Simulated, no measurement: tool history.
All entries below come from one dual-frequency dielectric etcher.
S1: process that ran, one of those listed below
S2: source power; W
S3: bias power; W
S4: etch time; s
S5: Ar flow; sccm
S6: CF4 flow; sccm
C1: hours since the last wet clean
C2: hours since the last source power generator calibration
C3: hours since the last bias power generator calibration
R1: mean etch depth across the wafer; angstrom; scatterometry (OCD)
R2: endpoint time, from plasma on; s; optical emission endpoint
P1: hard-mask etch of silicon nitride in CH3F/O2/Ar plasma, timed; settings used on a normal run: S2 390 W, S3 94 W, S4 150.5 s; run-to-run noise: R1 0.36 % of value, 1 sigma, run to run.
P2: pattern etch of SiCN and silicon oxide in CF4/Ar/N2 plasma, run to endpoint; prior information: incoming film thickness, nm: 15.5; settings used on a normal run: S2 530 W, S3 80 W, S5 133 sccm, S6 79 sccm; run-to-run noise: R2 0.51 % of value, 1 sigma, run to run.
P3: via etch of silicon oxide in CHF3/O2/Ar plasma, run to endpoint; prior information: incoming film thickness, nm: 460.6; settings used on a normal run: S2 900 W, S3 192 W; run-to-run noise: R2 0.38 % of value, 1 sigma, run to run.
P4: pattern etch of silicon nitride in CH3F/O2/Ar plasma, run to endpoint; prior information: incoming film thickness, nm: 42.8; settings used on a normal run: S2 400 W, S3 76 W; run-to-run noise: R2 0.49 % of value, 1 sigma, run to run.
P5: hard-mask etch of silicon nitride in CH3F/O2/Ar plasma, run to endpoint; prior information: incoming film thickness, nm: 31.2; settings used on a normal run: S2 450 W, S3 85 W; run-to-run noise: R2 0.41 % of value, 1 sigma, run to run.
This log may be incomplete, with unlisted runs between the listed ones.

Run 1, hour 6.3: S1 P1, S2 390 W, S3 94 W, S4 150.5 s; C1 310.2; C2 1262.1; C3 2086. Result: R1 1163.6 angstrom.
Run 2, hour 12.3: S1 P2, S2 530 W, S3 80 W, S5 133 sccm, S6 53 sccm; C1 316.2; C2 1268.1; C3 2092. Result: R2 16.492 s.
Run 3, hour 18.9: S1 P1, S2 390 W, S3 94 W, S4 150.5 s; C1 322.8; C2 1274.7; C3 2098.6. Result: R1 1165.4 angstrom.
Run 4, hour 22.8: S1 P4, S2 400 W, S3 105 W; C1 326.7; C2 1278.6; C3 2102.5. Result: R2 54.863 s.
Run 5, hour 29.2: S1 P1, S2 300 W, S3 94 W, S4 150.5 s; C1 333.1; C2 1285; C3 2108.9. Result: R1 1060.3 angstrom.
Run 6, hour 32.9: S1 P3, S2 900 W, S3 112 W; C1 336.8; C2 1288.7; C3 2112.6. Result: R2 232.28 s.
Run 7, hour 39.8: S1 P1, S2 390 W, S3 94 W, S4 150.5 s; C1 343.7; C2 1295.6; C3 2119.5. Result: R1 1164 angstrom.
Run 8, hour 45.1: S1 P4, S2 280 W, S3 76 W; C1 349; C2 1300.9; C3 2124.8. Result: R2 69.942 s.
Run 9, hour 50.4: S1 P2, S2 420 W, S3 80 W, S5 133 sccm, S6 79 sccm; C1 354.3; C2 1306.2; C3 2130.1. Result: R2 18.929 s.
Run 10, hour 54.3: S1 P1, S2 390 W, S3 94 W, S4 224 s; C1 358.2; C2 1310.1; C3 2134. Result: R1 1722.5 angstrom.
Run 11, hour 60.7: S1 P2, S2 530 W, S3 80 W, S5 133 sccm, S6 79 sccm; C1 364.6; C2 1316.5; C3 2140.4. Result: R2 15.549 s.
Run 12, hour 64.6: S1 P4, S2 400 W, S3 76 W; C1 368.5; C2 1320.4; C3 2144.3. Result: R2 60.962 s.
Run 13, hour 71.2: S1 P1, S2 390 W, S3 94 W, S4 150.5 s; C1 375.1; C2 1327; C3 2150.9. Result: R1 1160.8 angstrom.
Run 14, hour 77.4: S1 P5, S2 450 W, S3 85 W; C1 381.3; C2 1333.2; C3 2157.1. Result: R2 41.227 s.
Run 15, hour 81.4: S1 P5, S2 450 W, S3 85 W; C1 385.3; C2 1337.2; C3 2161.1. Result: R2 41.396 s.
Run 16, hour 85.5: S1 P2, S2 530 W, S3 80 W, S5 133 sccm, S6 79 sccm; C1 389.4; C2 1341.3; C3 2165.2. Result: R2 15.475 s.
Run 17, hour 92: S1 P3, S2 900 W, S3 192 W; C1 395.9; C2 1347.8; C3 2171.7. Result: R2 196.69 s.
Run 18, hour 98.8: S1 P1, S2 510 W, S3 94 W, S4 121.5 s; C1 402.7; C2 1354.6; C3 2178.5. Result: R1 1039.9 angstrom.
Run 19, hour 104.5: S1 P1, S2 390 W, S3 94 W, S4 150.5 s; C1 408.4; C2 1360.3; C3 2184.2. Result: R1 1166.8 angstrom.
Run 20, hour 108.1: S1 P1, S2 390 W, S3 94 W, S4 150.5 s; C1 412; C2 1363.9; C3 2187.8. Result: R1 1156.3 angstrom.
Run 21, hour 115: S1 P5, S2 450 W, S3 120 W; C1 418.9; C2 1370.8; C3 2194.7. Result: R2 36.356 s.
Run 22, hour 119.3: S1 P1, S2 390 W, S3 94 W, S4 86 s; C1 423.2; C2 1375.1; C3 2199. Result: R1 670.59 angstrom.
Run 23, hour 123.3: S1 P1, S2 390 W, S3 94 W, S4 150.5 s; C1 427.2; C2 1379.1; C3 2203. Result: R1 1169.5 angstrom.
Run 24, hour 131.1: S1 P1, S2 390 W, S3 60 W, S4 150.5 s; C1 435; C2 1386.9; C3 2210.8. Result: R1 995.29 angstrom.
Run 25, hour 135: S1 P1, S2 490 W, S3 94 W, S4 150.5 s; C1 438.9; C2 1390.8; C3 2214.7. Result: R1 1260 angstrom.
Run 26, hour 139.6: S1 P2, S2 530 W, S3 113 W, S5 133 sccm, S6 79 sccm; C1 443.5; C2 1395.4; C3 2219.3. Result: R2 13.667 s.
Run 27, hour 146: S1 P1, S2 390 W, S3 123 W, S4 150.5 s; C1 449.9; C2 1401.8; C3 2225.7. Result: R1 1288.5 angstrom.
Run 28, hour 151.7: S1 P2, S2 530 W, S3 80 W, S5 94 sccm, S6 79 sccm; C1 455.6; C2 1407.5; C3 2231.4. Result: R2 14.658 s.
Run 29, hour 157: S1 P3, S2 900 W, S3 192 W; C1 460.9; C2 1412.8; C3 2236.7. Result: R2 196.08 s.
Run 30, hour 161: S1 P3, S2 1240 W, S3 192 W; C1 464.9; C2 1416.8; C3 2240.7. Result: R2 175.15 s.
Run 31, hour 165.6: S1 P5, S2 360 W, S3 85 W; C1 469.5; C2 1421.4; C3 2245.3. Result: R2 45.089 s.
Run 32, hour 171: S1 P1, S2 390 W, S3 94 W, S4 150.5 s; C1 474.9; C2 1426.8; C3 2250.7. Result: R1 1165.1 angstrom.
Run 33, hour 174.6: S1 P1, S2 390 W, S3 94 W, S4 150.5 s; C1 478.5; C2 1430.4; C3 2254.3. Result: R1 1150.4 angstrom.
Run 34, hour 179.8: S1 P1, S2 390 W, S3 94 W, S4 150.5 s; C1 483.7; C2 1435.6; C3 2259.5. Result: R1 1152.9 angstrom.
Run 35, hour 185.1: S1 P1, S2 390 W, S3 94 W, S4 150.5 s; C1 489; C2 1440.9; C3 2264.8. Result: R1 1148 angstrom.
Run 36, hour 189.3: S1 P1, S2 390 W, S3 94 W, S4 150.5 s; C1 493.2; C2 1445.1; C3 2269. Result: R1 1145.3 angstrom.
Run 37, hour 197.2: S1 P1, S2 390 W, S3 94 W, S4 150.5 s; C1 501.1; C2 1453; C3 2276.9. Result: R1 1144.4 angstrom.
At hour 199.9: wet clean of the chamber.
Run 38, hour 203: S1 P1, S2 390 W, S3 94 W, S4 150.5 s; C1 3.1; C2 1458.8; C3 2282.7. Result: R1 1145.9 angstrom.
Run 39, hour 209.3: S1 P1, S2 390 W, S3 94 W, S4 150.5 s; C1 9.4; C2 1465.1; C3 2289. Result: R1 1141.3 angstrom.
Run 40, hour 213.9: S1 P1, S2 390 W, S3 94 W, S4 150.5 s; C1 14; C2 1469.7; C3 2293.6. Result: R1 1142.2 angstrom.

What P1 gives has crept away from where it was. These 2 causes fit the log equally well, each at the size given:
A: bias power that arrives under what is set, % = 4.79
B: source power that arrives under what is set, % = 4.66
Creep in the process output first set in at about hour 171.
Every other cause this tool's parts could produce, and why it does not fit the log:
chamber walls in a state that lowers the etch rate, %: its service at hour 199.9 followed the start of the drift and did not put the process back to its old value

Each of the check runs listed below is run on 3 wafers and reports their average, with the results left as question marks. Pick the one under which the possible causes would lead to clearly different results.
Run check 1, hour 218.5: S1 P3, S2 1060 W, S3 192 W. Result: R2 ?.
Run check 2, hour 218.5: S1 P5, S2 380 W, S3 118 W. Result: R2 ?.
Run check 3, hour 218.5: S1 P2, S2 530 W, S3 107 W, S5 133 sccm, S6 79 sccm. Result: R2 ?.
Run check 4, hour 218.5: S1 P4, S2 400 W, S3 95 W. Result: R2 ?.

How each check would come out, cause by cause:
  check  result    if A    if B
check 1      R2  188.38  188.84
check 2      R2  39.704  39.666
check 3      R2  14.236  14.576
check 4      R2  57.777   57.78
How far apart the two closest causes lie, in the result that separates them most: check 1 0.24 %; check 2 0.1 %; check 3 2.36 %; check 4 0 %
Of the check runs offered, only check 3 discriminates between the causes; the rest would read about the same regardless of which cause applies.

Running check 3 produced the following: R2 14.599 s. Which one of the listed causes fits?

It is B: source power that arrives under what is set, %.
